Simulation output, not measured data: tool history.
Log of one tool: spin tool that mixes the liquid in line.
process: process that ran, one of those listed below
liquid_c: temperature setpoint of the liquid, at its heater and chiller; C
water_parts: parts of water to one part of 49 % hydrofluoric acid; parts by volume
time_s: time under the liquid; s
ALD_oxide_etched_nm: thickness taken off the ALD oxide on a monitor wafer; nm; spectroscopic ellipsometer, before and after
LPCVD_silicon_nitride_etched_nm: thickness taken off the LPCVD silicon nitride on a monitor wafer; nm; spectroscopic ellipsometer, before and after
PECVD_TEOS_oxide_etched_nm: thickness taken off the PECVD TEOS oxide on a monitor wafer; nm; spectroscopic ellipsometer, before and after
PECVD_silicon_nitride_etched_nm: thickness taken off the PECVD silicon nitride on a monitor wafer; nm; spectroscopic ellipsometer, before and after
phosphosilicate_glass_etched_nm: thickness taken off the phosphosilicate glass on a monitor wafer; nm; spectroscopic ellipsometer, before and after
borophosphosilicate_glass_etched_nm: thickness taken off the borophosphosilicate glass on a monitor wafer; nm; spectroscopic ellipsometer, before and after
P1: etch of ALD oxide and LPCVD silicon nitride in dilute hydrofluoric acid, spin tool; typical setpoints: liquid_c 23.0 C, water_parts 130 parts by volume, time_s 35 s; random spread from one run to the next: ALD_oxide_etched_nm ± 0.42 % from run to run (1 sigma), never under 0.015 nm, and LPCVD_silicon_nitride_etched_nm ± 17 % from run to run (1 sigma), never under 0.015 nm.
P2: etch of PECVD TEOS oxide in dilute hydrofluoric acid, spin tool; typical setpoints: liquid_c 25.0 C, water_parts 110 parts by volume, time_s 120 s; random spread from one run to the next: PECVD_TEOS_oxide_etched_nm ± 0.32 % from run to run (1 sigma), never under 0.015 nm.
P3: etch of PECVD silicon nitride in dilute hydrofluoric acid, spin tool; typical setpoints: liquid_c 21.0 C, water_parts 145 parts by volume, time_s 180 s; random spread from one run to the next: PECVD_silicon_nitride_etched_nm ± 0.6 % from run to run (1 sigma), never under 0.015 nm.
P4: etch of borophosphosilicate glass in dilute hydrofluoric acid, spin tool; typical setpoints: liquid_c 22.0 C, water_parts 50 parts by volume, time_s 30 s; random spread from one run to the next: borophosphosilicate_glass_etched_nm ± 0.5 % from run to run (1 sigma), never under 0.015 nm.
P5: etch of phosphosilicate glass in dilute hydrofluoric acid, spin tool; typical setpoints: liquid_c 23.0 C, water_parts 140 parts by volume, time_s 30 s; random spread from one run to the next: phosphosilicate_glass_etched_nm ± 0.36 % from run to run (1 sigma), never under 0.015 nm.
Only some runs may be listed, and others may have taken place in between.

run	hour	process	liquid_c	water_parts	time_s	hours since the thermometer was replaced	hours since the hydrofluoric acid flow meter was replaced	ALD_oxide_etched_nm	LPCVD_silicon_nitride_etched_nm	PECVD_TEOS_oxide_etched_nm	PECVD_silicon_nitride_etched_nm	phosphosilicate_glass_etched_nm	borophosphosilicate_glass_etched_nm
1	4.9	P1	23.0	130	35	843.2	100.5	5.9097	0.132350				
2	9.0	P1	17.0	130	35	847.3	104.6	4.7073	0.100370				
3	11.1	P2	25.0	175	120	849.4	106.7			6.5959			
4	13.5	P3	21.0	195	180	851.8	109.1				3.1189		
5	16.9	P3	21.0	145	180	855.2	112.5				4.1688		
6	19.6	P1	23.0	130	35	857.9	115.2	5.8804	0.128870				
7	24.2	P1	23.0	80	50	862.5	119.8	14.6220	0.225090				
8	27.8	P5	23.0	80	30	866.1	123.4					69.449	
# hour 31.1: hydrofluoric acid flow meter replaced
9	31.5	P1	23.0	130	35	869.8	0.5	5.9131	0.092820				
10	33.7	P1	23.0	130	35	872.0	2.7	5.9264	0.168700				
11	36.6	P5	23.0	140	30	874.9	5.6					37.121	
12	40.2	P2	25.0	110	195	878.5	9.2			18.4840			
13	42.8	P1	28.5	130	35	881.1	11.8	7.2849	0.194200				
14	46.1	P1	23.0	130	60	884.4	15.1	10.2100	0.248460				
15	48.3	P1	23.0	130	15	886.6	17.3	2.5582	0.061975				
16	50.7	P2	17.5	110	120	889.0	19.7			8.3143			
17	53.3	P5	17.0	140	30	891.6	22.3					28.901	
18	57.0	P4	22.0	50	30	895.3	26.0						27.801
19	60.8	P1	23.0	130	35	899.1	29.8	5.9285	0.113870				
20	65.6	P4	22.0	50	15	903.9	34.6						13.804
21	69.2	P5	23.0	140	15	907.5	38.2					18.377	
22	72.1	P4	22.0	50	30	910.4	41.1						27.746
23	74.9	P3	28.5	145	180	913.2	43.9				6.6818		
24	78.9	P2	25.0	110	120	917.2	47.9			11.2510			
25	82.6	P1	23.0	70	35	920.9	51.6	11.8570	0.197040				
26	85.3	P1	23.0	130	35	923.6	54.3	5.8802	0.122440				
27	87.6	P4	22.0	20	30	925.9	56.6						72.078
28	90.6	P1	23.0	190	35	928.9	59.6	3.7921	0.106530				
29	95.3	P3	21.0	145	355	933.6	64.3				8.1427		
30	97.8	P4	17.5	50	30	936.1	66.8						22.703
31	101.1	P1	23.0	130	35	939.4	70.1	5.9130	0.118840				
32	103.8	P1	23.0	130	35	942.1	72.8	6.0886	0.121420				
33	106.1	P1	23.0	130	35	944.4	75.1	6.2025	0.105630				
34	109.8	P1	23.0	130	35	948.1	78.8	6.2659	0.121230				
35	114.3	P1	23.0	130	35	952.6	83.3	6.3978	0.155380				
36	116.9	P1	23.0	130	35	955.2	85.9	6.3463	0.108670				
37	121.1	P1	23.0	130	35	959.4	90.1	6.4367	0.150420				
38	124.8	P1	23.0	130	35	963.1	93.8	6.4629	0.162550				

What P1 gives has crept away from where it was. These 2 causes fit the log equally well, each at the size given:
A: hydrofluoric acid flow above the setpoint (%) = 7.12
B: liquid hotter than its thermometer reads (K) = 2.04
The gradual shift began around hour 101.1.

Question marks stand in for the results of the 4 check runs listed below, each run on one wafer. Under which run would the listed causes show clearly different results?
check 1	128.5	P5	23.0	140	30							?	
check 2	128.5	P2	25.0	110	120					?			
check 3	128.5	P3	21.0	145	180						?		
check 4	128.5	P4	22.0	50	30								?

Predicted outcomes, by check and by cause:
check	result	if A	if B
check 1	phosphosilicate_glass_etched_nm	39.881	39.845
check 2	PECVD_TEOS_oxide_etched_nm	12.1870	12.1970
check 3	PECVD_silicon_nitride_etched_nm	4.4124	4.7176
check 4	borophosphosilicate_glass_etched_nm	29.806	30.157
Minimum pairwise separation of causes per check, each pair taken at its best-separating result: check 1 0.09 %; check 2 0.09 %; check 3 6.69 %; check 4 1.17 %
The other checks would show nearly matching results whichever cause is true, so check 3 is the only one that separates the causes.

Then check 3 was run and gave: PECVD_silicon_nitride_etched_nm 4.4588 nm. Which cause is it?

Of the candidate causes, it is A: hydrofluoric acid flow above the setpoint (%).

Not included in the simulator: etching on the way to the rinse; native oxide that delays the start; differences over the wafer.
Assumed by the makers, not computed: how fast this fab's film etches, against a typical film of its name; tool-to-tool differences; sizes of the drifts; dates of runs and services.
